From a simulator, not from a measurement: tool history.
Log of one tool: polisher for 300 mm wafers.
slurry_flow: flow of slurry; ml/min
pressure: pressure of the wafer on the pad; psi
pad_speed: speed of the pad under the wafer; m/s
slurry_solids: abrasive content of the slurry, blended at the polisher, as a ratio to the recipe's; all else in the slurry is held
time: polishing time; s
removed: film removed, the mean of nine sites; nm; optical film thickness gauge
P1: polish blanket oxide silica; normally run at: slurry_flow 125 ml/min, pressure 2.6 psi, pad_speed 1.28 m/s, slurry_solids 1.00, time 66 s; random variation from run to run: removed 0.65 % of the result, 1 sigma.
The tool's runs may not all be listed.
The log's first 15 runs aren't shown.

run	hour	slurry_flow	pressure	pad_speed	slurry_solids	time	removed
16	217.6	125	1.2	1.28	1.00	66	71.962
17	229.8	90	2.6	1.28	1.00	66	141.980
18	242.6	125	2.6	1.80	1.00	94	293.370
19	254.6	125	2.6	1.28	1.00	66	156.210
20	267.1	125	2.6	1.28	1.00	66	155.780
21	283.9	125	2.6	1.28	1.00	66	148.690
22	293.9	125	2.6	1.28	1.00	66	145.430
23	310.0	125	2.6	1.28	1.00	66	140.090
# hour 318.8: conditioning disc replaced and pad reconditioned
24	320.1	125	2.6	1.28	1.00	66	139.340
# hour 322.1: head pressure recalibrated
25	329.0	125	2.6	1.28	1.00	66	139.240
26	337.5	125	2.6	1.28	1.00	66	137.550

Run 27 comes next. What will it give?
# hour 340.8: slurry nozzle cleaned
27	348.6	125	2.6	1.28	1.00	66	?

{"run 27": {"removed": 135.88}}
